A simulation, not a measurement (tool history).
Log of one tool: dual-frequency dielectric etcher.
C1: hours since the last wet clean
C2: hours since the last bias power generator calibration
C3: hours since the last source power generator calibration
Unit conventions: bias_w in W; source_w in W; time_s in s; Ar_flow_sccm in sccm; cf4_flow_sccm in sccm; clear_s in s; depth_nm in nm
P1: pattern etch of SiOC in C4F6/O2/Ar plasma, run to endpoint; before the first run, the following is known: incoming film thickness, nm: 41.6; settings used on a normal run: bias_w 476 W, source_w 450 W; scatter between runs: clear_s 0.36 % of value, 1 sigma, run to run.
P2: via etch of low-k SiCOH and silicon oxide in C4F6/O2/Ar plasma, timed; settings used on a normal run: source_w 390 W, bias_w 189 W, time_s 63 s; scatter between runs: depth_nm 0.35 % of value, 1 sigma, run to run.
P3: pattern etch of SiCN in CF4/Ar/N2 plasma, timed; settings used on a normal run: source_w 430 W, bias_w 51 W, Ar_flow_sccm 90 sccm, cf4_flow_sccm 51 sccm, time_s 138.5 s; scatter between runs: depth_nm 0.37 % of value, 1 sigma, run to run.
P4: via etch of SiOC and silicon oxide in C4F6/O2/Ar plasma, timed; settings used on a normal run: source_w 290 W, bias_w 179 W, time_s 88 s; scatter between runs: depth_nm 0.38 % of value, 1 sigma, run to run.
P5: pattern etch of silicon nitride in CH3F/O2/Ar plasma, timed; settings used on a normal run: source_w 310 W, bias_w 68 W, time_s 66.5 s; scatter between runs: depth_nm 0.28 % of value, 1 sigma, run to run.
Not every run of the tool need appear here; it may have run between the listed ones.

run 1 hour=9.7 | process=P1 bias_w=476 source_w=450 | C1=289.6 C2=652.3 C3=429 | clear_s=13.435
run 2 hour=18.2 | process=P4 bias_w=103 source_w=290 time_s=88 | C1=298.1 C2=660.8 C3=437.5 | depth_nm=72.89
run 3 hour=24.9 | process=P4 bias_w=179 source_w=380 time_s=88 | C1=304.8 C2=667.5 C3=444.2 | depth_nm=96.598
run 4 hour=37.4 | process=P3 bias_w=51 source_w=430 time_s=138.5 Ar_flow_sccm=55 cf4_flow_sccm=51 | C1=317.3 C2=680 C3=456.7 | depth_nm=109.99
-- hour=43.6 wet clean of the chamber
run 5 hour=48.9 | process=P1 bias_w=476 source_w=450 | C1=5.3 C2=691.5 C3=468.2 | clear_s=13.44
run 6 hour=57.7 | process=P2 bias_w=189 source_w=390 time_s=63 | C1=14.1 C2=700.3 C3=477 | depth_nm=172.79
run 7 hour=68 | process=P2 bias_w=189 source_w=510 time_s=63 | C1=24.4 C2=710.6 C3=487.3 | depth_nm=192.44
run 8 hour=80.3 | process=P1 bias_w=476 source_w=450 | C1=36.7 C2=722.9 C3=499.6 | clear_s=13.368
-- hour=83.2 bias power generator calibrated
run 9 hour=92.6 | process=P4 bias_w=179 source_w=290 time_s=88 | C1=49 C2=9.5 C3=511.9 | depth_nm=86.532
run 10 hour=98.7 | process=P3 bias_w=72 source_w=430 time_s=138.5 Ar_flow_sccm=90 cf4_flow_sccm=51 | C1=55.1 C2=15.6 C3=518 | depth_nm=113.32
run 11 hour=110.5 | process=P5 bias_w=68 source_w=310 time_s=36.5 | C1=66.9 C2=27.4 C3=529.8 | depth_nm=23.547
run 12 hour=117.1 | process=P5 bias_w=68 source_w=310 time_s=66.5 | C1=73.5 C2=34 C3=536.4 | depth_nm=42.853
run 13 hour=123.5 | process=P1 bias_w=476 source_w=280 | C1=79.9 C2=40.4 C3=542.8 | clear_s=16.057
run 14 hour=136 | process=P5 bias_w=68 source_w=310 time_s=66.5 | C1=92.4 C2=52.9 C3=555.3 | depth_nm=43.048
run 15 hour=144.3 | process=P3 bias_w=51 source_w=430 time_s=138.5 Ar_flow_sccm=90 cf4_flow_sccm=51 | C1=100.7 C2=61.2 C3=563.6 | depth_nm=101.29
run 16 hour=151.7 | process=P5 bias_w=96 source_w=310 time_s=66.5 | C1=108.1 C2=68.6 C3=571 | depth_nm=48.572
run 17 hour=159.7 | process=P1 bias_w=640 source_w=600 | C1=116.1 C2=76.6 C3=579 | clear_s=10.728
run 18 hour=167.8 | process=P2 bias_w=135 source_w=390 time_s=63 | C1=124.2 C2=84.7 C3=587.1 | depth_nm=156.5
run 19 hour=179 | process=P1 bias_w=336 source_w=450 | C1=135.4 C2=95.9 C3=598.3 | clear_s=15.215
run 20 hour=188.5 | process=P3 bias_w=51 source_w=310 time_s=138.5 Ar_flow_sccm=90 cf4_flow_sccm=51 | C1=144.9 C2=105.4 C3=607.8 | depth_nm=75.649
run 21 hour=201.3 | process=P1 bias_w=476 source_w=450 | C1=157.7 C2=118.2 C3=620.6 | clear_s=13.346
run 22 hour=209.3 | process=P2 bias_w=189 source_w=390 time_s=86.5 | C1=165.7 C2=126.2 C3=628.6 | depth_nm=237.38
run 23 hour=216.8 | process=P4 bias_w=179 source_w=290 time_s=49.5 | C1=173.2 C2=133.7 C3=636.1 | depth_nm=48.626
run 24 hour=223.6 | process=P1 bias_w=476 source_w=450 | C1=180 C2=140.5 C3=642.9 | clear_s=13.38
run 25 hour=231 | process=P3 bias_w=51 source_w=430 time_s=138.5 Ar_flow_sccm=90 cf4_flow_sccm=51 | C1=187.4 C2=147.9 C3=650.3 | depth_nm=100.45
run 26 hour=240 | process=P3 bias_w=51 source_w=430 time_s=138.5 Ar_flow_sccm=90 cf4_flow_sccm=31 | C1=196.4 C2=156.9 C3=659.3 | depth_nm=92.475
run 27 hour=247.7 | process=P2 bias_w=189 source_w=390 time_s=63 | C1=204.1 C2=164.6 C3=667 | depth_nm=173.04
run 28 hour=254.2 | process=P1 bias_w=594 source_w=370 | C1=210.6 C2=171.1 C3=673.5 | clear_s=13.17

For run 29, what comes out?
run 29 hour=266.3 | process=P5 bias_w=68 source_w=250 time_s=66.5 | C1=222.7 C2=183.2 C3=685.6 | depth_nm=?

Run 29 produced depth_nm 39.728 nm.
